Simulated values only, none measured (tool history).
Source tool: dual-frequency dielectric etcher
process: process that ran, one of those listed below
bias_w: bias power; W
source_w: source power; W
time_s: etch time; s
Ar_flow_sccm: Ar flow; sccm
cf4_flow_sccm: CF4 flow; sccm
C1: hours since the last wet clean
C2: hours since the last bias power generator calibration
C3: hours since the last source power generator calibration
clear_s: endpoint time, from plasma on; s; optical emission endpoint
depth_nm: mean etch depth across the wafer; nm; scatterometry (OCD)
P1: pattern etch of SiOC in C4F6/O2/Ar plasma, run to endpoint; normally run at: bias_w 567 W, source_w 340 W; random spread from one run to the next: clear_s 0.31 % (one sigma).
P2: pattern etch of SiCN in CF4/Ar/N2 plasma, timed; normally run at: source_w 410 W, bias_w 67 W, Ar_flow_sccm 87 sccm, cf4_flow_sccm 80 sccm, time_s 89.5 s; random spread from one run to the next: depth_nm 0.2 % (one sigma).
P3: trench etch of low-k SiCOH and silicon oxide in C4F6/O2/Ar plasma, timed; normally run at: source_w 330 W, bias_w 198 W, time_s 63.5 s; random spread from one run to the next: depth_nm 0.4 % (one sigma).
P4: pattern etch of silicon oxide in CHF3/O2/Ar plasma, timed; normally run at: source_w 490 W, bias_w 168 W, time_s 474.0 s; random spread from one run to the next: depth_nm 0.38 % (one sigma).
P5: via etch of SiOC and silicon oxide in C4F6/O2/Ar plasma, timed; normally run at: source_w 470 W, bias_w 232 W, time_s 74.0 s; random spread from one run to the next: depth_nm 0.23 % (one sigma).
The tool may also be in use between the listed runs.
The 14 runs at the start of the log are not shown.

At hour 68.1: source power generator calibrated.
Run 15, hour 71.0: process P1, bias_w 567 W, source_w 450 W; C1 232.0; C2 1505.6; C3 2.9. Result: clear_s 15.920 s.
Run 16, hour 75.1: process P5, bias_w 232 W, source_w 470 W, time_s 74.0 s; C1 236.1; C2 1509.7; C3 7.0. Result: depth_nm 98.272 nm.
Run 17, hour 80.6: process P2, bias_w 67 W, source_w 510 W, time_s 89.5 s, Ar_flow_sccm 87 sccm, cf4_flow_sccm 80 sccm; C1 241.6; C2 1515.2; C3 12.5. Result: depth_nm 85.159 nm.
Run 18, hour 83.8: process P5, bias_w 232 W, source_w 470 W, time_s 74.0 s; C1 244.8; C2 1518.4; C3 15.7. Result: depth_nm 98.015 nm.
Run 19, hour 89.9: process P4, bias_w 168 W, source_w 350 W, time_s 474.0 s; C1 250.9; C2 1524.5; C3 21.8. Result: depth_nm 761.560 nm.
Run 20, hour 94.6: process P2, bias_w 67 W, source_w 410 W, time_s 89.5 s, Ar_flow_sccm 87 sccm, cf4_flow_sccm 80 sccm; C1 255.6; C2 1529.2; C3 26.5. Result: depth_nm 70.305 nm.
Run 21, hour 99.8: process P2, bias_w 67 W, source_w 410 W, time_s 66.0 s, Ar_flow_sccm 87 sccm, cf4_flow_sccm 80 sccm; C1 260.8; C2 1534.4; C3 31.7. Result: depth_nm 51.853 nm.
Run 22, hour 105.9: process P5, bias_w 156 W, source_w 470 W, time_s 74.0 s; C1 266.9; C2 1540.5; C3 37.8. Result: depth_nm 86.189 nm.
Run 23, hour 109.5: process P3, bias_w 198 W, source_w 330 W, time_s 41.0 s; C1 270.5; C2 1544.1; C3 41.4. Result: depth_nm 128.200 nm.
Run 24, hour 112.8: process P1, bias_w 720 W, source_w 280 W; C1 273.8; C2 1547.4; C3 44.7. Result: clear_s 17.145 s.
Run 25, hour 118.4: process P1, bias_w 735 W, source_w 340 W; C1 279.4; C2 1553.0; C3 50.3. Result: clear_s 15.897 s.
Run 26, hour 123.9: process P5, bias_w 232 W, source_w 660 W, time_s 74.0 s; C1 284.9; C2 1558.5; C3 55.8. Result: depth_nm 111.560 nm.
Run 27, hour 129.0: process P4, bias_w 168 W, source_w 490 W, time_s 329.0 s; C1 290.0; C2 1563.6; C3 60.9. Result: depth_nm 597.190 nm.
Run 28, hour 134.1: process P3, bias_w 198 W, source_w 330 W, time_s 63.5 s; C1 295.1; C2 1568.7; C3 66.0. Result: depth_nm 198.430 nm.
Run 29, hour 140.2: process P4, bias_w 168 W, source_w 490 W, time_s 474.0 s; C1 301.2; C2 1574.8; C3 72.1. Result: depth_nm 866.550 nm.
Run 30, hour 143.9: process P1, bias_w 567 W, source_w 340 W; C1 304.9; C2 1578.5; C3 75.8. Result: clear_s 17.607 s.
Run 31, hour 149.1: process P3, bias_w 198 W, source_w 390 W, time_s 63.5 s; C1 310.1; C2 1583.7; C3 81.0. Result: depth_nm 209.720 nm.
Run 32, hour 154.1: process P1, bias_w 567 W, source_w 340 W; C1 315.1; C2 1588.7; C3 86.0. Result: clear_s 17.637 s.
Run 33, hour 157.0: process P1, bias_w 567 W, source_w 340 W; C1 318.0; C2 1591.6; C3 88.9. Result: clear_s 17.548 s.

Run 34 has not been measured yet. What should we expect?
Run 34, hour 160.4: process P1, bias_w 567 W, source_w 340 W; C1 321.4; C2 1595.0; C3 92.3. Result: clear_s ?.

{"run 34": {"clear_s": 17.416}}
